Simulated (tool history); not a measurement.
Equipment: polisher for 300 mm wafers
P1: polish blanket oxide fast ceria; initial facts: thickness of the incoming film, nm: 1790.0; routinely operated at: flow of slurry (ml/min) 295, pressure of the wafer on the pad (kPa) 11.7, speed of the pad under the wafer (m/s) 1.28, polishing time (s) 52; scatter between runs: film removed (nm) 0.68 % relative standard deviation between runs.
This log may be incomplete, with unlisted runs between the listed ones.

run   hour  flow of slurry (ml/min)  pressure of the wafer on the pad (kPa)  speed of the pad under the wafer (m/s)  polishing time (s)  film removed (nm)
  1   12.1                      295                                    11.7                                    1.28                  52             726.75
  2   23.7                      295                                    11.7                                    1.28                  52             723.81
  3   32.8                      295                                    18.6                                    1.28                  52            1141.60
  4   45.4                      400                                    11.7                                    1.28                  52             747.81
  5   57.0                      295                                    11.7                                    0.92                  52             524.85
  6   66.9                      175                                     7.6                                    1.28                  52             437.97
  7   83.2                      295                                    11.7                                    1.28                  52             725.39
  8   95.2                      295                                     7.6                                    1.28                  52             471.63
  9  108.0                      295                                    11.7                                    1.28                  76            1052.10
 10  124.0                      295                                    11.7                                    1.28                  23             320.60
 11  132.4                      180                                    11.7                                    1.28                  52             672.23
 12  146.4                      295                                    11.7                                    1.28                  52             725.64
 13  155.6                      295                                    11.7                                    1.28                  52             721.51
 14  168.9                      295                                    11.7                                    1.28                  52             725.54

Run 15 comes next. What will it give?
 15  182.7                      295                                    11.7                                    1.28                  52                  ?

{"run 15": {"film removed (nm)": 727.14}}

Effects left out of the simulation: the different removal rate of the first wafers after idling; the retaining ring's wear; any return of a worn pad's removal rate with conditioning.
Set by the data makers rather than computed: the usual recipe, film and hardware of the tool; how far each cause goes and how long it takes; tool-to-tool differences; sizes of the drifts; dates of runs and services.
